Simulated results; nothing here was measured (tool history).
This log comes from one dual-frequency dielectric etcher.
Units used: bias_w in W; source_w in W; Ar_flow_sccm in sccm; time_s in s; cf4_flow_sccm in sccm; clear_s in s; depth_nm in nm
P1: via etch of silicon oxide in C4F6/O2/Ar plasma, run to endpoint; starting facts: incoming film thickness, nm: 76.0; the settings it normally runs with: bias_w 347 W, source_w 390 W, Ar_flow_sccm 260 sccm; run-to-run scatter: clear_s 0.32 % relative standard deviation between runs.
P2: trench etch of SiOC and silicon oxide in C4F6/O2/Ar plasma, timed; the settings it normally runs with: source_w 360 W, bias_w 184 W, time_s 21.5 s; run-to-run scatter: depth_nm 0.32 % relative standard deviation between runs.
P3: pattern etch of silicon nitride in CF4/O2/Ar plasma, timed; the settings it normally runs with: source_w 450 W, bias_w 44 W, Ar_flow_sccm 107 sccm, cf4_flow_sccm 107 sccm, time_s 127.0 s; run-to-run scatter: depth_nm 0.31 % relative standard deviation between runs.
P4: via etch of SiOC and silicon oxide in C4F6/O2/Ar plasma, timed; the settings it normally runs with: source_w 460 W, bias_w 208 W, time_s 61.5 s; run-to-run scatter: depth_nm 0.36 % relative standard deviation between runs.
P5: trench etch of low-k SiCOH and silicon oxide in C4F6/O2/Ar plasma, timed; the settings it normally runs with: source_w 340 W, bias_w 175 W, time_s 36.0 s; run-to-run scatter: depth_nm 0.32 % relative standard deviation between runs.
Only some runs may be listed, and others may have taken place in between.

| run | day | process | bias_w | source_w | Ar_flow_sccm | time_s | cf4_flow_sccm | hours since the last wet clean | hours since the last bias power generator calibration | hours since the last source power generator calibration | hours since the last Ar flow controller change | clear_s | depth_nm |
|---|---|---|---|---|---|---|---|---|---|---|---|---|---|
| 1 | 0.333 | P1 | 347 | 390 | 260 |  |  | 149.4 | 1569.6 | 1695.2 | 650.3 | 18.697 |  |
| 2 | 0.750 | P4 | 155 | 460 |  | 61.5 |  | 159.4 | 1579.6 | 1705.2 | 660.3 |  | 70.132 |
| 3 | 1.167 | P5 | 175 | 340 |  | 20.0 |  | 169.4 | 1589.6 | 1715.2 | 670.3 |  | 58.228 |
| 4 | 1.588 | P1 | 347 | 390 | 189 |  |  | 179.5 | 1599.7 | 1725.3 | 680.4 | 18.166 |  |
| 5 | 1.950 | P3 | 44 | 450 | 107 | 96.0 | 107 | 188.2 | 1608.4 | 1734.0 | 689.1 |  | 157.380 |
| 6 | 2.246 | P1 | 347 | 240 | 260 |  |  | 195.3 | 1615.5 | 1741.1 | 696.2 | 22.371 |  |
| 7 | 2.708 | P2 | 125 | 360 |  | 21.5 |  | 206.4 | 1626.6 | 1752.2 | 707.3 |  | 36.899 |
| 8 | 3.158 | P3 | 44 | 350 | 107 | 127.0 | 107 | 217.2 | 1637.4 | 1763.0 | 718.1 |  | 167.410 |
| 9 | 3.588 | P3 | 44 | 450 | 107 | 127.0 | 133 | 227.5 | 1647.7 | 1773.3 | 728.4 |  | 214.510 |
| 10 | 4.075 | P1 | 249 | 390 | 260 |  |  | 239.2 | 1659.4 | 1785.0 | 740.1 | 20.960 |  |
| 11 | 4.479 | P1 | 347 | 470 | 316 |  |  | 248.9 | 1669.1 | 1794.7 | 749.8 | 17.935 |  |
| 12 | 4.875 | P4 | 208 | 460 |  | 61.5 |  | 258.4 | 1678.6 | 1804.2 | 759.3 |  | 76.708 |
| 13 | 5.104 | P3 | 55 | 450 | 107 | 127.0 | 107 | 263.9 | 1684.1 | 1809.7 | 764.8 |  | 227.530 |
| 14 | 5.458 | P3 | 44 | 450 | 107 | 127.0 | 107 | 272.4 | 1692.6 | 1818.2 | 773.3 |  | 208.360 |
| 15 | 5.804 | P1 | 347 | 390 | 260 |  |  | 280.7 | 1700.9 | 1826.5 | 781.6 | 18.800 |  |
| 16 | 6.088 | P1 | 347 | 390 | 260 |  |  | 287.5 | 1707.7 | 1833.3 | 788.4 | 18.742 |  |
| 17 | 6.571 | P5 | 218 | 340 |  | 36.0 |  | 299.1 | 1719.3 | 1844.9 | 800.0 |  | 112.820 |
| 18 | 6.975 | P4 | 208 | 600 |  | 61.5 |  | 308.8 | 1729.0 | 1854.6 | 809.7 |  | 84.812 |
| 19 | 7.467 | P5 | 175 | 460 |  | 36.0 |  | 320.6 | 1740.8 | 1866.4 | 821.5 |  | 117.190 |
| 20 | 7.838 | P2 | 184 | 360 |  | 21.5 |  | 329.5 | 1749.7 | 1875.3 | 830.4 |  | 41.620 |
| 21 | 8.204 | P1 | 347 | 390 | 359 |  |  | 338.3 | 1758.5 | 1884.1 | 839.2 | 19.479 |  |
| 22 | 8.483 | P2 | 184 | 260 |  | 21.5 |  | 345.0 | 1765.2 | 1890.8 | 845.9 |  | 36.721 |
| 23 | 8.879 | P1 | 347 | 510 | 260 |  |  | 354.5 | 1774.7 | 1900.3 | 855.4 | 16.999 |  |
| 24 | 9.250 | P1 | 347 | 390 | 260 |  |  | 363.4 | 1783.6 | 1909.2 | 864.3 | 18.722 |  |
| 25 | 9.604 | P5 | 175 | 340 |  | 36.0 |  | 371.9 | 1792.1 | 1917.7 | 872.8 |  | 105.150 |
| 26 | 10.021 | P4 | 208 | 460 |  | 61.5 |  | 381.9 | 1802.1 | 1927.7 | 882.8 |  | 76.906 |
| 27 | 10.467 | P1 | 474 | 450 | 260 |  |  | 392.6 | 1812.8 | 1938.4 | 893.5 | 15.845 |  |
| 28 | 10.796 | P4 | 208 | 460 |  | 47.0 |  | 400.5 | 1820.7 | 1946.3 | 901.4 |  | 58.468 |
| 29 | 11.138 | P5 | 175 | 340 |  | 36.0 |  | 408.7 | 1828.9 | 1954.5 | 909.6 |  | 104.040 |
| 30 | 11.475 | P3 | 44 | 450 | 127 | 127.0 | 107 | 416.8 | 1837.0 | 1962.6 | 917.7 |  | 204.340 |
|  | 11.696 | wet clean of the chamber |
| 31 | 11.892 | P2 | 184 | 360 |  | 15.0 |  | 4.8 | 1847.0 | 1972.6 | 927.7 |  | 29.047 |
| 32 | 12.338 | P1 | 465 | 390 | 260 |  |  | 15.5 | 1857.7 | 1983.3 | 938.4 | 16.781 |  |
| 33 | 12.754 | P1 | 258 | 390 | 323 |  |  | 25.5 | 1867.7 | 1993.3 | 948.4 | 21.106 |  |
| 34 | 13.050 | P1 | 347 | 390 | 260 |  |  | 32.6 | 1874.8 | 2000.4 | 955.5 | 18.707 |  |
| 35 | 13.367 | P1 | 347 | 390 | 260 |  |  | 40.2 | 1882.4 | 2008.0 | 963.1 | 18.551 |  |
| 36 | 13.708 | P1 | 347 | 390 | 260 |  |  | 48.4 | 1890.6 | 2016.2 | 971.3 | 18.428 |  |
|  | 13.812 | Ar flow controller replaced |
| 37 | 14.121 | P1 | 347 | 390 | 260 |  |  | 58.3 | 1900.5 | 2026.1 | 7.4 | 18.442 |  |
|  | 14.283 | wet clean of the chamber |
| 38 | 14.358 | P1 | 347 | 390 | 260 |  |  | 1.9 | 1906.2 | 2031.8 | 13.1 | 18.523 |  |
| 39 | 14.762 | P1 | 347 | 390 | 260 |  |  | 11.6 | 1915.9 | 2041.5 | 22.8 | 18.462 |  |
| 40 | 15.017 | P1 | 347 | 390 | 260 |  |  | 17.7 | 1922.0 | 2047.6 | 28.9 | 18.546 |  |

P1 has crept away from where it was. The log is fitted equally well by each of these 2 causes, at the sizes shown:
A: source power that arrives over what is set, % = 4.32
B: bias power that arrives over what is set, % = 4.57
At approximately day 13.050, the process output began to creep.
Why every other cause is out:
chamber walls in a state that raises the etch rate, %: serviced at day 14.283, after the change had begun; the process did not return to its earlier output
Ar flow that arrives under what is set, %: serviced at day 13.812, after the change had begun; the process did not return to its earlier output

4 check runs are offered, each on 2 wafers whose results are averaged, their results left as question marks. Which one tells the causes apart?
| check 1 | 15.271 | P3 | 44 | 450 | 107 | 127.0 | 107 |  |  |  |  |  | ? |
| check 2 | 15.271 | P5 | 175 | 340 |  | 36.0 |  |  |  |  |  |  | ? |
| check 3 | 15.271 | P2 | 184 | 360 |  | 21.5 |  |  |  |  |  |  | ? |
| check 4 | 15.271 | P4 | 208 | 460 |  | 61.5 |  |  |  |  |  |  | ? |

How each check would come out, cause by cause:
| check | result | if A | if B |
|---|---|---|---|
| check 1 | depth_nm | 216.960 | 212.560 |
| check 2 | depth_nm | 106.700 | 106.460 |
| check 3 | depth_nm | 42.316 | 42.230 |
| check 4 | depth_nm | 77.976 | 77.854 |
Gap, in per cent, between the two causes that each check separates least, read from the result that separates them most: check 1 2.05 %; check 2 0.22 %; check 3 0.2 %; check 4 0.16 %
Only check 1 tells the causes apart: in the others they would give nearly the same result.

With check 1 done, the readings were: depth_nm 217.420 nm. Identify which of the listed causes applies.

It is A: source power that arrives over what is set, %.
